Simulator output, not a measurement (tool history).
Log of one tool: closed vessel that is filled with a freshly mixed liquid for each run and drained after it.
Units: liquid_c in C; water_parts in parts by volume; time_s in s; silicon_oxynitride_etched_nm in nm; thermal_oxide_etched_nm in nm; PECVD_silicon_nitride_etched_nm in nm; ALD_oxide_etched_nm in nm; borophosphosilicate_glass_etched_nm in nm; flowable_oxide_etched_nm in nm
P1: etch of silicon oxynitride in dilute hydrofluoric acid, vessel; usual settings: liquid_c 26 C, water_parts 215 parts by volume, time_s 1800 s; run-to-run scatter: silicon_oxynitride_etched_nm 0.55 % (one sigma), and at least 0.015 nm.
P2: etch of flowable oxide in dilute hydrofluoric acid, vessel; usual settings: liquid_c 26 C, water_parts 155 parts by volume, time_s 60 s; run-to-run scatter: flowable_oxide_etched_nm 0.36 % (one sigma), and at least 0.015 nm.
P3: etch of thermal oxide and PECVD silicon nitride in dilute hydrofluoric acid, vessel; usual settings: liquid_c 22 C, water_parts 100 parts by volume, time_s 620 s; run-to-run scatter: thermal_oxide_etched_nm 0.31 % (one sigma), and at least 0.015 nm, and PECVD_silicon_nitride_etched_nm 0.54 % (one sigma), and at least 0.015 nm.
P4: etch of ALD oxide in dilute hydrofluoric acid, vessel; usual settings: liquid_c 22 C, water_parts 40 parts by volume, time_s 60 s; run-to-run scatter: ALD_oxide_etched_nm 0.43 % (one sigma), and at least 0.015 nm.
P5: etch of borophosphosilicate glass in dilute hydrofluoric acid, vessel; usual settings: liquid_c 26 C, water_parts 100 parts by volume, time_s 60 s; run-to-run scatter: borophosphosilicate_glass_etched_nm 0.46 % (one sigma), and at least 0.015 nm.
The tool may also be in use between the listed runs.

run   hour  process  liquid_c  water_parts  time_s  silicon_oxynitride_etched_nm  thermal_oxide_etched_nm  PECVD_silicon_nitride_etched_nm  ALD_oxide_etched_nm  borophosphosilicate_glass_etched_nm  flowable_oxide_etched_nm
  1    4.4       P1        26          215    1800                         23.94
  2   11.7       P3        22          100     620                                                  26.56                           9.9206
  3   17.7       P4        26           40      60                                                                                                       38.104
  4     21       P1        26          215    1800                        24.069
      22.6  -- hydrofluoric acid flow meter replaced
  5   28.1       P3        22          160     620                                                 15.573                           6.2617
  6   32.4       P5        34          100      60                                                                                                                                            56.346
  7   39.9       P1        26          375    2945                        20.022
  8   47.1       P3        17          100     620                                                 21.633                           7.0543
  9   54.3       P3        22          100    1210                                                 51.576                           19.284
 10   61.5       P3        22          100     620                                                 26.523                           9.8495
 11   66.6       P2        26          155      60                                                                                                                                                                      16.492
 12   73.8       P1        26          215    1800                         23.98
 13   78.3       P1        26           55    1800                         107.2
 14   82.3       P5        26          100     105                                                                                                                                             72.93
 15   85.6       P5        26          100      60                                                                                                                                             41.86
 16   91.3       P2        26          155      60                                                                                                                                                                      16.555
 17   94.7       P1        26          215    1800                        23.973
 18  100.1       P2        19          155      60                                                                                                                                                                      12.622
 19  107.6       P1        26          360     100                       0.72123
 20  113.3       P2        26           80      60                                                                                                                                                                      35.201
 21  117.6       P5        26           55      60                                                                                                                                            79.866
 22  124.7       P4        22           40      60                                                                                                       32.399
 23  130.9       P1        26          215     880                        11.639
 24  137.7       P4        22           20      60                                                                                                       66.144
 25  144.2       P4        22           40      30                                                                                                       16.075

The next listed run, before its measurement:
 26  147.8       P1        26          215    1800                             ?

{"run 26": {"silicon_oxynitride_etched_nm": 24.057}}
